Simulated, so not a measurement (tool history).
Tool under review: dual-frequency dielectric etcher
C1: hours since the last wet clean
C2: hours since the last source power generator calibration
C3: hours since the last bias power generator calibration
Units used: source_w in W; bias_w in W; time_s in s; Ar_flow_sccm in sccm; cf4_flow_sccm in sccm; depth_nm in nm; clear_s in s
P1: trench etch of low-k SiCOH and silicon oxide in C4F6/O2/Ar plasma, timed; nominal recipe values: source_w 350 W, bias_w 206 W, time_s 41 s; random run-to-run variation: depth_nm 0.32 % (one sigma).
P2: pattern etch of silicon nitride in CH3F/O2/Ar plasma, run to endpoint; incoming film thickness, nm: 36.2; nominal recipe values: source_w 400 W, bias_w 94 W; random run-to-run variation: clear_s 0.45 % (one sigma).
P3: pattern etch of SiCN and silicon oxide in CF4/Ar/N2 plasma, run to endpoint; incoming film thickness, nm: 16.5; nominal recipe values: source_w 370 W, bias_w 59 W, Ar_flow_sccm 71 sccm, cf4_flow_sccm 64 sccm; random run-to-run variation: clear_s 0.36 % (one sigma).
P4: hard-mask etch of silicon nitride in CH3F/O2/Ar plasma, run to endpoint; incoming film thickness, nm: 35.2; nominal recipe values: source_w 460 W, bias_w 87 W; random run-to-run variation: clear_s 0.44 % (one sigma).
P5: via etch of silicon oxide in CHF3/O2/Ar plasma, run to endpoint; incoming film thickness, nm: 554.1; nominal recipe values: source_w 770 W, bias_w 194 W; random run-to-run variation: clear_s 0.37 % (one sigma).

run 1 hour=10.1 | process=P1 source_w=350 bias_w=206 time_s=41 | C1=193.3 C2=305.9 C3=1416.2 | depth_nm=123.43
run 2 hour=18.1 | process=P1 source_w=430 bias_w=206 time_s=25 | C1=201.3 C2=313.9 C3=1424.2 | depth_nm=81.744
run 3 hour=24.7 | process=P1 source_w=350 bias_w=206 time_s=41 | C1=207.9 C2=320.5 C3=1430.8 | depth_nm=124.03
run 4 hour=35.1 | process=P2 source_w=510 bias_w=94 | C1=218.3 C2=330.9 C3=1441.2 | clear_s=43.364
run 5 hour=44.7 | process=P5 source_w=950 bias_w=194 | C1=227.9 C2=340.5 C3=1450.8 | clear_s=234.08
run 6 hour=50.8 | process=P1 source_w=350 bias_w=165 time_s=41 | C1=234 C2=346.6 C3=1456.9 | depth_nm=115.13
run 7 hour=57.6 | process=P1 source_w=350 bias_w=206 time_s=60.5 | C1=240.8 C2=353.4 C3=1463.7 | depth_nm=181.85
run 8 hour=65.8 | process=P5 source_w=770 bias_w=259 | C1=249 C2=361.6 C3=1471.9 | clear_s=230.83
run 9 hour=72.8 | process=P3 source_w=370 bias_w=81 Ar_flow_sccm=71 cf4_flow_sccm=64 | C1=256 C2=368.6 C3=1478.9 | clear_s=21.54
run 10 hour=85.6 | process=P1 source_w=350 bias_w=206 time_s=23 | C1=268.8 C2=381.4 C3=1491.7 | depth_nm=69.431
run 11 hour=94.2 | process=P2 source_w=400 bias_w=55 | C1=277.4 C2=390 C3=1500.3 | clear_s=56.547
run 12 hour=102.2 | process=P1 source_w=200 bias_w=206 time_s=41 | C1=285.4 C2=398 C3=1508.3 | depth_nm=99.996
run 13 hour=109.4 | process=P3 source_w=230 bias_w=59 Ar_flow_sccm=71 cf4_flow_sccm=64 | C1=292.6 C2=405.2 C3=1515.5 | clear_s=36.431
run 14 hour=121.3 | process=P1 source_w=350 bias_w=247 time_s=41 | C1=304.5 C2=417.1 C3=1527.4 | depth_nm=131.24
run 15 hour=134.7 | process=P1 source_w=350 bias_w=206 time_s=41 | C1=317.9 C2=430.5 C3=1540.8 | depth_nm=123.38
run 16 hour=142.1 | process=P4 source_w=460 bias_w=60 | C1=325.3 C2=437.9 C3=1548.2 | clear_s=51.309
run 17 hour=150.7 | process=P1 source_w=350 bias_w=206 time_s=41 | C1=333.9 C2=446.5 C3=1556.8 | depth_nm=123.72
run 18 hour=163.5 | process=P5 source_w=770 bias_w=194 | C1=346.7 C2=459.3 C3=1569.6 | clear_s=253.18
run 19 hour=172.2 | process=P1 source_w=460 bias_w=206 time_s=41 | C1=355.4 C2=468 C3=1578.3 | depth_nm=136.89
run 20 hour=183.8 | process=P1 source_w=350 bias_w=206 time_s=41 | C1=367 C2=479.6 C3=1589.9 | depth_nm=123.98
run 21 hour=190.9 | process=P1 source_w=350 bias_w=151 time_s=27.5 | C1=374.1 C2=486.7 C3=1597 | depth_nm=75.025
run 22 hour=201.6 | process=P2 source_w=400 bias_w=94 | C1=384.8 C2=497.4 C3=1607.7 | clear_s=47.561
run 23 hour=211.5 | process=P4 source_w=460 bias_w=87 | C1=394.7 C2=507.3 C3=1617.6 | clear_s=45.094
run 24 hour=221.2 | process=P3 source_w=370 bias_w=59 Ar_flow_sccm=48 cf4_flow_sccm=64 | C1=404.4 C2=517 C3=1627.3 | clear_s=22.717
run 25 hour=229.1 | process=P1 source_w=350 bias_w=206 time_s=41 | C1=412.3 C2=524.9 C3=1635.2 | depth_nm=123.29
run 26 hour=236.2 | process=P3 source_w=370 bias_w=59 Ar_flow_sccm=71 cf4_flow_sccm=64 | C1=419.4 C2=532 C3=1642.3 | clear_s=23.861
-- hour=247 bias power generator calibrated
run 27 hour=247.6 | process=P3 source_w=370 bias_w=59 Ar_flow_sccm=71 cf4_flow_sccm=78 | C1=430.8 C2=543.4 C3=0.6 | clear_s=23.344
run 28 hour=254.6 | process=P4 source_w=620 bias_w=87 | C1=437.8 C2=550.4 C3=7.6 | clear_s=40.371
run 29 hour=266.2 | process=P5 source_w=770 bias_w=194 | C1=449.4 C2=562 C3=19.2 | clear_s=254.91
run 30 hour=278 | process=P1 source_w=350 bias_w=206 time_s=41 | C1=461.2 C2=573.8 C3=31 | depth_nm=123.82
run 31 hour=291.4 | process=P1 source_w=350 bias_w=206 time_s=41 | C1=474.6 C2=587.2 C3=44.4 | depth_nm=124.21
run 32 hour=304.3 | process=P1 source_w=350 bias_w=206 time_s=41 | C1=487.5 C2=600.1 C3=57.3 | depth_nm=124.86

Expected results for the next run?
run 33 hour=314.9 | process=P1 source_w=350 bias_w=206 time_s=41 | C1=498.1 C2=610.7 C3=67.9 | depth_nm=?

{"run 33": {"depth_nm": 124.49}}

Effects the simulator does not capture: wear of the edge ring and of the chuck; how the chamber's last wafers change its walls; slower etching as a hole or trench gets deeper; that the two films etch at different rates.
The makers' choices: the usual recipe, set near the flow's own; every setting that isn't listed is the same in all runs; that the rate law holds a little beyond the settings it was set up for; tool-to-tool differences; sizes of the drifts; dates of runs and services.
